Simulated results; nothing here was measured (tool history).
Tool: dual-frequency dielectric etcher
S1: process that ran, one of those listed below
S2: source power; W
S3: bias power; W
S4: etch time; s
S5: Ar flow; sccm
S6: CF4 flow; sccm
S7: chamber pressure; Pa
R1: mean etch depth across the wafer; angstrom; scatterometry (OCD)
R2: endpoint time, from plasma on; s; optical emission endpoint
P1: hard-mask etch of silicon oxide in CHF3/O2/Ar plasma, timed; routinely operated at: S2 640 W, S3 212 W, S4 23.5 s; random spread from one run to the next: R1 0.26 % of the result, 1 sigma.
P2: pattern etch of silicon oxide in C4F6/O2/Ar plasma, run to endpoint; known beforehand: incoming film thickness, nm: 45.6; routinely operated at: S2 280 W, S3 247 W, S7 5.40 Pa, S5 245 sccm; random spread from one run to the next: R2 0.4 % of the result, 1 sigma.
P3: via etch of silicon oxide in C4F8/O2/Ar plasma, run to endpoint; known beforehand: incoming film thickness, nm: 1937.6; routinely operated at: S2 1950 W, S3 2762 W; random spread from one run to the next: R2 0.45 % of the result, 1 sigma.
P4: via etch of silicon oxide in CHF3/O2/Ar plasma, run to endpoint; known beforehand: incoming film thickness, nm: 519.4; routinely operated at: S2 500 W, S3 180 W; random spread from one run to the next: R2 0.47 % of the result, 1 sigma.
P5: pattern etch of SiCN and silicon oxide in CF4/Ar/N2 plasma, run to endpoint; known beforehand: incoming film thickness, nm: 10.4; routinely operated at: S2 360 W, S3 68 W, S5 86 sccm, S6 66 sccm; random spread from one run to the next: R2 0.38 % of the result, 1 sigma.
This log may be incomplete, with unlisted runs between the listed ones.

run	day	S1	S2	S3	S4	S5	S6	S7	R1	R2
1	0.192	P1	640	212	23.5				514.39	
2	0.371	P3	1950	3839						322.190
3	0.604	P3	2670	2762						313.940
4	0.825	P1	850	212	23.5				575.77	
5	1.133	P5	360	68		86	66			14.630
6	1.467	P3	1950	2762						357.580
7	1.700	P4	500	180						279.800
8	1.883	P1	640	212	23.5				516.39	
9	2.100	P1	640	212	28.5				624.55	
10	2.338	P1	640	212	23.5				514.08	
11	2.629	P5	360	68		86	47			15.603
12	2.938	P1	460	212	33.5				645.73	
13	3.104	P1	640	212	16.0				350.45	
14	3.271	P5	360	68		58	66			14.089
15	3.550	P5	360	68		86	66			14.812
# day 3.596: bias power generator calibrated
16	3.754	P2	280	247		245		4.27		14.556
17	4.067	P3	1950	2762						357.640
18	4.238	P1	460	212	18.5				357.70	
19	4.392	P5	270	68		86	66			19.010
20	4.650	P2	280	247		245		5.40		14.826
21	4.888	P1	640	212	23.5				513.42	
22	5.208	P2	340	247		245		5.40		13.907
23	5.433	P5	360	50		86	66			16.324
24	5.767	P1	640	270	23.5				558.75	
25	6.050	P2	280	148		245		5.40		17.607
26	6.383	P1	640	212	23.5				515.51	
27	6.583	P4	350	180						321.160
28	6.729	P2	280	247		321		5.40		15.419
29	6.946	P1	640	127	23.5				434.60	
30	7.100	P1	440	212	23.5				445.70	
31	7.425	P4	500	128						314.600
32	7.671	P1	640	212	23.5				513.53	
33	7.933	P1	640	212	23.5				518.38	
34	8.179	P1	640	212	23.5				518.66	
35	8.475	P1	640	212	23.5				521.64	
36	8.783	P1	640	212	23.5				523.26	
# day 8.900: wet clean of the chamber
37	9.033	P1	640	212	23.5				521.35	
38	9.208	P1	640	212	23.5				523.35	
39	9.358	P1	640	212	23.5				520.90	

What does the tool deliver on the next run?
40	9.671	P1	640	212	23.5				?	

{"run 40": {"R1": 522.11}}
